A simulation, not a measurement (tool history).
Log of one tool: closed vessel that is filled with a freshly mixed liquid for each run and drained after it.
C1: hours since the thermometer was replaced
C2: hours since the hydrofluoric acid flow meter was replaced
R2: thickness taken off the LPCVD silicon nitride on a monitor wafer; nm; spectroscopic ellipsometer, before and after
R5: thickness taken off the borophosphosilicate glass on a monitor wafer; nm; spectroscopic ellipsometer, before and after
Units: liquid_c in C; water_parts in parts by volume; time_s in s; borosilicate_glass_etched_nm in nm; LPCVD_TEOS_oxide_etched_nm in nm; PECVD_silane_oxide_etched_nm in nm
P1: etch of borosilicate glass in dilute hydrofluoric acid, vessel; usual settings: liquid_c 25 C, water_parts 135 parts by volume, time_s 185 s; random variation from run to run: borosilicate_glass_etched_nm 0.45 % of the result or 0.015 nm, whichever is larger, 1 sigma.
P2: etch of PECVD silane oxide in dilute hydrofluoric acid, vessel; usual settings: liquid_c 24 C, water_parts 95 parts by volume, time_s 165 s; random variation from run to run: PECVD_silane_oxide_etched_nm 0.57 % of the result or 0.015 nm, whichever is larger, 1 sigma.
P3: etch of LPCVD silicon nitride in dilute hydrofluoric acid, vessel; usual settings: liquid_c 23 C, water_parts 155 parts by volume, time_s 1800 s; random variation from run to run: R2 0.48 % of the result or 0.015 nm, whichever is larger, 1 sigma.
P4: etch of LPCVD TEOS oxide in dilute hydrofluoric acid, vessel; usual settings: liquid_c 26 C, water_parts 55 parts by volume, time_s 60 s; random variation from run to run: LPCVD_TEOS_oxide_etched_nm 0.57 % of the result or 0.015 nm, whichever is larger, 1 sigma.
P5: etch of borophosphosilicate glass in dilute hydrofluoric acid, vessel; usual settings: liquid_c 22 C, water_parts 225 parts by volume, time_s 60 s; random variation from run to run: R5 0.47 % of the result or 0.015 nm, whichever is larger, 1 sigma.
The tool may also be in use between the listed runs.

run 1 day=0.242 | process=P1 liquid_c=25 water_parts=135 time_s=185 | C1=1137.9 C2=192.4 | borosilicate_glass_etched_nm=40.569
run 2 day=0.362 | process=P3 liquid_c=23 water_parts=155 time_s=1800 | C1=1140.8 C2=195.3 | R2=5.4026
run 3 day=0.538 | process=P4 liquid_c=26 water_parts=80 time_s=60 | C1=1145 C2=199.5 | LPCVD_TEOS_oxide_etched_nm=14.216
run 4 day=0.692 | process=P1 liquid_c=25 water_parts=135 time_s=185 | C1=1148.7 C2=203.2 | borosilicate_glass_etched_nm=40.612
run 5 day=0.871 | process=P2 liquid_c=24 water_parts=95 time_s=165 | C1=1153 C2=207.5 | PECVD_silane_oxide_etched_nm=26.185
run 6 day=1.104 | process=P5 liquid_c=27 water_parts=225 time_s=60 | C1=1158.6 C2=213.1 | R5=8.2624
run 7 day=1.317 | process=P2 liquid_c=24 water_parts=160 time_s=165 | C1=1163.7 C2=218.2 | PECVD_silane_oxide_etched_nm=14.493
run 8 day=1.458 | process=P2 liquid_c=24 water_parts=95 time_s=75 | C1=1167.1 C2=221.6 | PECVD_silane_oxide_etched_nm=12.114
run 9 day=1.638 | process=P1 liquid_c=25 water_parts=135 time_s=185 | C1=1171.4 C2=225.9 | borosilicate_glass_etched_nm=40.605
run 10 day=1.821 | process=P4 liquid_c=26 water_parts=55 time_s=60 | C1=1175.8 C2=230.3 | LPCVD_TEOS_oxide_etched_nm=21.259
run 11 day=2.062 | process=P1 liquid_c=25 water_parts=135 time_s=340 | C1=1181.6 C2=236.1 | borosilicate_glass_etched_nm=74.023
run 12 day=2.2 | process=P1 liquid_c=25 water_parts=135 time_s=185 | C1=1184.9 C2=239.4 | borosilicate_glass_etched_nm=40.857
run 13 day=2.408 | process=P4 liquid_c=26 water_parts=55 time_s=115 | C1=1189.9 C2=244.4 | LPCVD_TEOS_oxide_etched_nm=40.981
run 14 day=2.567 | process=P1 liquid_c=32 water_parts=135 time_s=185 | C1=1193.7 C2=248.2 | borosilicate_glass_etched_nm=52.835
run 15 day=2.717 | process=P1 liquid_c=25 water_parts=135 time_s=185 | C1=1197.3 C2=251.8 | borosilicate_glass_etched_nm=40.757
run 16 day=2.867 | process=P1 liquid_c=25 water_parts=70 time_s=185 | C1=1200.9 C2=255.4 | borosilicate_glass_etched_nm=84.727
run 17 day=3.042 | process=P2 liquid_c=29 water_parts=95 time_s=165 | C1=1205.1 C2=259.6 | PECVD_silane_oxide_etched_nm=32.29
run 18 day=3.183 | process=P4 liquid_c=21 water_parts=55 time_s=60 | C1=1208.5 C2=263 | LPCVD_TEOS_oxide_etched_nm=17.46
-- day=3.404 hydrofluoric acid flow meter replaced
run 19 day=3.404 | process=P1 liquid_c=25 water_parts=215 time_s=185 | C1=1213.8 C2=0.1 | borosilicate_glass_etched_nm=23.354
run 20 day=3.517 | process=P1 liquid_c=29 water_parts=135 time_s=55 | C1=1216.5 C2=2.8 | borosilicate_glass_etched_nm=13.986
run 21 day=3.683 | process=P1 liquid_c=21.5 water_parts=185 time_s=185 | C1=1220.5 C2=6.8 | borosilicate_glass_etched_nm=24.457
run 22 day=3.862 | process=P3 liquid_c=23 water_parts=25 time_s=1800 | C1=1224.8 C2=11.1 | R2=32.064
run 23 day=4.046 | process=P5 liquid_c=22 water_parts=110 time_s=60 | C1=1229.2 C2=15.5 | R5=15.91
run 24 day=4.279 | process=P1 liquid_c=25 water_parts=135 time_s=185 | C1=1234.8 C2=21.1 | borosilicate_glass_etched_nm=40.342
run 25 day=4.383 | process=P1 liquid_c=25 water_parts=55 time_s=350 | C1=1237.3 C2=23.6 | borosilicate_glass_etched_nm=206.26
run 26 day=4.512 | process=P3 liquid_c=23 water_parts=155 time_s=3590 | C1=1240.4 C2=26.7 | R2=10.732
run 27 day=4.738 | process=P5 liquid_c=22 water_parts=225 time_s=60 | C1=1245.8 C2=32.1 | R5=6.91
run 28 day=4.888 | process=P3 liquid_c=17 water_parts=155 time_s=1800 | C1=1249.4 C2=35.7 | R2=3.5992
run 29 day=5.008 | process=P1 liquid_c=25 water_parts=135 time_s=90 | C1=1252.3 C2=38.6 | borosilicate_glass_etched_nm=19.644
run 30 day=5.162 | process=P5 liquid_c=22 water_parts=225 time_s=60 | C1=1256 C2=42.3 | R5=6.9283
run 31 day=5.308 | process=P5 liquid_c=22 water_parts=225 time_s=120 | C1=1259.5 C2=45.8 | R5=13.692
run 32 day=5.471 | process=P1 liquid_c=19 water_parts=135 time_s=185 | C1=1263.4 C2=49.7 | borosilicate_glass_etched_nm=32.151
run 33 day=5.671 | process=P1 liquid_c=25 water_parts=135 time_s=185 | C1=1268.2 C2=54.5 | borosilicate_glass_etched_nm=40.749
run 34 day=5.825 | process=P1 liquid_c=25 water_parts=135 time_s=185 | C1=1271.9 C2=58.2 | borosilicate_glass_etched_nm=39.684
run 35 day=6.046 | process=P1 liquid_c=25 water_parts=135 time_s=185 | C1=1277.2 C2=63.5 | borosilicate_glass_etched_nm=38.394
run 36 day=6.275 | process=P1 liquid_c=25 water_parts=135 time_s=185 | C1=1282.7 C2=69 | borosilicate_glass_etched_nm=37.802
run 37 day=6.425 | process=P1 liquid_c=25 water_parts=135 time_s=185 | C1=1286.3 C2=72.6 | borosilicate_glass_etched_nm=37.988
run 38 day=6.658 | process=P1 liquid_c=25 water_parts=135 time_s=185 | C1=1291.9 C2=78.2 | borosilicate_glass_etched_nm=37.409
run 39 day=6.767 | process=P1 liquid_c=25 water_parts=135 time_s=185 | C1=1294.5 C2=80.8 | borosilicate_glass_etched_nm=37.553
run 40 day=6.996 | process=P1 liquid_c=25 water_parts=135 time_s=185 | C1=1300 C2=86.3 | borosilicate_glass_etched_nm=37.193
run 41 day=7.133 | process=P1 liquid_c=25 water_parts=135 time_s=185 | C1=1303.3 C2=89.6 | borosilicate_glass_etched_nm=37.186

What P1 gives has crept away from where it was. These 2 causes fit the log equally well, each at the size given:
A: liquid colder than its thermometer reads (K) = 2.12
B: hydrofluoric acid flow below the setpoint (%) = 6.78
The creep began at about day 5.671.

4 check runs are offered, one wafer each, their results left as question marks. Which one tells the causes apart?
run check 1 day=7.271 | process=P4 liquid_c=26 water_parts=55 time_s=60 | LPCVD_TEOS_oxide_etched_nm=?
run check 2 day=7.271 | process=P2 liquid_c=24 water_parts=95 time_s=165 | PECVD_silane_oxide_etched_nm=?
run check 3 day=7.271 | process=P3 liquid_c=23 water_parts=155 time_s=1800 | R2=?
run check 4 day=7.271 | process=P5 liquid_c=22 water_parts=225 time_s=60 | R5=?

What each check would give under each cause:
check=check_1 result=LPCVD_TEOS_oxide_etched_nm if_A=19.592 if_B=19.799
check=check_2 result=PECVD_silane_oxide_etched_nm if_A=24.319 if_B=24.475
check=check_3 result=R2 if_A=4.6876 if_B=5.0266
check=check_4 result=R5 if_A=6.3757 if_B=6.3338
How far apart the two closest causes lie, in the result that separates them most: check 1 1.05 %; check 2 0.64 %; check 3 6.98 %; check 4 0.66 %
Check 3 tells the causes apart: in the others they would give nearly the same result.

Then check 3 was run and gave: R2 4.6472 nm. Which cause is it?

It is A: liquid colder than its thermometer reads (K).
